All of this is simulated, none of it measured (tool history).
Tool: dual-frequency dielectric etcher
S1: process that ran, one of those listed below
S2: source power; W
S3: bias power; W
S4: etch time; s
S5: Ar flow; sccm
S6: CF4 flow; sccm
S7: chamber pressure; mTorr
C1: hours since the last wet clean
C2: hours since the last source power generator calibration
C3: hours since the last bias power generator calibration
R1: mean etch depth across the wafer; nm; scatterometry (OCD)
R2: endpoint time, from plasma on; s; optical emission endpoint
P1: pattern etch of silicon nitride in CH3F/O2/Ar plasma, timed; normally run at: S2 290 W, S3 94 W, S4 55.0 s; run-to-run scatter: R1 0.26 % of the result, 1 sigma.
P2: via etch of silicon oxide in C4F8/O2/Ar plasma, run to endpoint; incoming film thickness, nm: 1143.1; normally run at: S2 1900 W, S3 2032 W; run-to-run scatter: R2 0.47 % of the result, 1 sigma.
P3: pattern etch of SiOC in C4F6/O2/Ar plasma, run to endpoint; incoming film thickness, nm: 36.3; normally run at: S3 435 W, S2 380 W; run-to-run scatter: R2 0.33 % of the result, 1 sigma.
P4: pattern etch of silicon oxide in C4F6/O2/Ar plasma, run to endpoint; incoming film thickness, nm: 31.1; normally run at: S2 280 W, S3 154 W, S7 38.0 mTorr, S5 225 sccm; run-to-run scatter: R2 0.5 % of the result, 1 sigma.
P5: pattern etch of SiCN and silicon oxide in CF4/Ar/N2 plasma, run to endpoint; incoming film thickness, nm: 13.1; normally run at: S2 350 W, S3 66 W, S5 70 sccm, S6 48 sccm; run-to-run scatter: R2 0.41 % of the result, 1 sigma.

run,day,S1,S2,S3,S4,S5,S6,S7,C1,C2,C3,R1,R2
1,0.496,P1,290,94,55.0,,,,133.3,565.8,2240.6,37.421,
2,0.758,P5,350,48,,70,48,,139.6,572.1,2246.9,,21.631
3,1.054,P1,290,94,55.0,,,,146.7,579.2,2254.0,37.240,
4,1.533,P5,280,66,,70,48,,158.2,590.7,2265.5,,23.907
5,2.071,P3,380,264,,,,,171.1,603.6,2278.4,,15.944
6,2.562,P2,1900,2032,,,,,182.9,615.4,2290.2,,225.790
7,2.883,P3,380,435,,,,,190.6,623.1,2297.9,,13.393
8,3.150,P5,350,66,,70,58,,197.0,629.5,2304.3,,19.062
9,3.629,P1,340,67,55.0,,,,208.5,641.0,2315.8,35.001,
10,4.117,P2,1900,1489,,,,,220.2,652.7,2327.5,,245.280
11,4.400,P1,290,94,32.5,,,,227.0,659.5,2334.3,22.088,
12,4.875,P5,350,66,,70,48,,238.4,670.9,2345.7,,19.557
13,5.196,P2,1900,2032,,,,,246.1,678.6,2353.4,,224.550
14,5.567,P1,290,94,55.0,,,,255.0,687.5,2362.3,37.319,
15,6.025,P5,350,66,,70,48,,266.0,698.5,2373.3,,19.609
16,6.338,P2,1280,2032,,,,,273.5,706.0,2380.8,,263.850
17,6.654,P1,190,58,55.0,,,,281.1,713.6,2388.4,26.768,
18,7.179,P4,280,154,,225,,38.0,293.7,726.2,2401.0,,11.763
19,7.475,P3,260,435,,,,,300.8,733.3,2408.1,,15.450
20,7.792,P4,280,154,,135,,38.0,308.4,740.9,2415.7,,11.132
21,8.312,P1,290,94,71.5,,,,320.9,753.4,2428.2,48.382,
22,8.779,P1,290,94,55.0,,,,332.1,764.6,2439.4,37.199,
23,9.183,P4,280,206,,225,,38.0,341.8,774.3,2449.1,,10.792
24,9.446,P4,390,154,,225,,38.0,348.1,780.6,2455.4,,10.268
25,9.792,P1,400,94,55.0,,,,356.4,788.9,2463.7,41.972,
26,10.096,P1,290,94,55.0,,,,363.7,796.2,2471.0,37.255,
27,10.467,P4,280,154,,225,,46.5,372.6,805.1,2479.9,,12.100
# day 10.629: source power generator calibrated
28,10.833,P1,290,129,55.0,,,,381.4,4.9,2488.7,42.006,
29,11.342,P5,350,66,,45,48,,393.6,17.1,2500.9,,18.552
30,11.646,P1,290,54,55.0,,,,400.9,24.4,2508.2,30.830,
31,12.021,P1,190,94,55.0,,,,409.9,33.4,2517.2,31.971,
32,12.283,P1,290,94,55.0,,,,416.2,39.7,2523.5,37.363,
33,12.817,P1,290,94,55.0,,,,429.0,52.5,2536.3,37.543,
34,13.346,P1,290,94,55.0,,,,441.7,65.2,2549.0,37.897,
35,13.596,P1,290,94,55.0,,,,447.7,71.2,2555.0,37.841,
# day 13.967: wet clean of the chamber
36,14.108,P1,290,94,55.0,,,,3.4,83.5,2567.3,37.783,
37,14.608,P1,290,94,55.0,,,,15.4,95.5,2579.3,37.995,
38,14.988,P1,290,94,55.0,,,,24.5,104.6,2588.4,37.801,
39,15.221,P1,290,94,55.0,,,,30.1,110.2,2594.0,37.997,

What P1 gives has crept away from where it was. These 2 causes fit the log equally well, each at the size given:
A: source power that arrives over what is set, % = 4.61
B: bias power that arrives over what is set, % = 4.6
The creep began at about day 12.283.
Why every other cause is out:
chamber walls in a state that raises the etch rate, %: serviced at day 13.967, which brought nothing back

4 check runs are offered, each on 2 wafers whose results are averaged, their results left as question marks. Which one tells the causes apart?
check 1,15.454,P5,350,66,,70,48,,,,,,?
check 2,15.454,P3,380,435,,,,,,,,,?
check 3,15.454,P4,280,154,,225,,38.0,,,,,?
check 4,15.454,P2,1900,2032,,,,,,,,,?

What each check would give under each cause:
check,result,if A,if B
check 1,R2,18.823,19.289
check 2,R2,13.204,13.206
check 3,R2,11.556,11.596
check 4,R2,221.700,222.800
How far apart the two closest causes lie, in the result that separates them most: check 1 2.45 %; check 2 0.02 %; check 3 0.34 %; check 4 0.5 %
Check 1 tells the causes apart: in the others they would give nearly the same result.

Then check 1 was run and gave: R2 18.807 s. Which cause is it?

It is A: source power that arrives over what is set, %.
